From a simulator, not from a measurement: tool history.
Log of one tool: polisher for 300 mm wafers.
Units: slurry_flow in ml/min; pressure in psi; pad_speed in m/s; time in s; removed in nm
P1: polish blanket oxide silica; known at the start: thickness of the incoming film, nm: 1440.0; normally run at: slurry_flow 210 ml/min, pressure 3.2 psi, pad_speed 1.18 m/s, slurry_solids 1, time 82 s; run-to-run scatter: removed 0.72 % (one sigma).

| run | hour | slurry_flow | pressure | pad_speed | slurry_solids | time | wafers polished on this pad | hours since the slurry nozzle was cleaned | hours since the head pressure was calibrated | hours since the slurry blender was calibrated | hours since the conditioning disc was replaced | removed |
|---|---|---|---|---|---|---|---|---|---|---|---|---|
| 1 | 9.9 | 210 | 3.2 | 1.18 | 1 | 82 | 324 | 336.2 | 117.4 | 58.5 | 119.6 | 186.36 |
| 2 | 17.5 | 210 | 3.2 | 1.18 | 1 | 82 | 375 | 343.8 | 125 | 66.1 | 127.2 | 186.72 |
| 3 | 30.8 | 210 | 1.7 | 1.18 | 1 | 82 | 466 | 357.1 | 138.3 | 79.4 | 140.5 | 100.59 |
|  | 37.5 | conditioning disc replaced and pad reconditioned |
| 4 | 44.2 | 210 | 3.2 | 0.82 | 1 | 82 | 557 | 370.5 | 151.7 | 92.8 | 6.7 | 140.66 |
| 5 | 56.3 | 210 | 3.2 | 1.18 | 1.4 | 82 | 640 | 382.6 | 163.8 | 104.9 | 18.8 | 212.52 |
| 6 | 68.8 | 210 | 3.2 | 1.64 | 1 | 82 | 725 | 395.1 | 176.3 | 117.4 | 31.3 | 240.99 |
| 7 | 77.3 | 210 | 3.2 | 1.18 | 0.55 | 82 | 783 | 403.6 | 184.8 | 125.9 | 39.8 | 134.85 |
| 8 | 83.7 | 210 | 4.7 | 1.18 | 1 | 82 | 826 | 410 | 191.2 | 132.3 | 46.2 | 272.07 |
| 9 | 94.1 | 210 | 3.2 | 1.18 | 1 | 37 | 897 | 420.4 | 201.6 | 142.7 | 56.6 | 85.211 |
| 10 | 103.6 | 210 | 3.2 | 1.18 | 1 | 82 | 962 | 429.9 | 211.1 | 152.2 | 66.1 | 186.08 |
| 11 | 112.9 | 125 | 3.2 | 1.18 | 1 | 82 | 1025 | 439.2 | 220.4 | 161.5 | 75.4 | 171.64 |
| 12 | 120.1 | 330 | 3.2 | 1.18 | 1 | 82 | 1074 | 446.4 | 227.6 | 168.7 | 82.6 | 192.67 |
| 13 | 128.8 | 210 | 3.2 | 1.18 | 1 | 82 | 1134 | 455.1 | 236.3 | 177.4 | 91.3 | 188.16 |

The next listed run, before its measurement:
| 14 | 137.7 | 210 | 4.9 | 1.18 | 0.75 | 82 | 1194 | 464 | 245.2 | 186.3 | 100.2 | ? |

removed: 246.74 nm
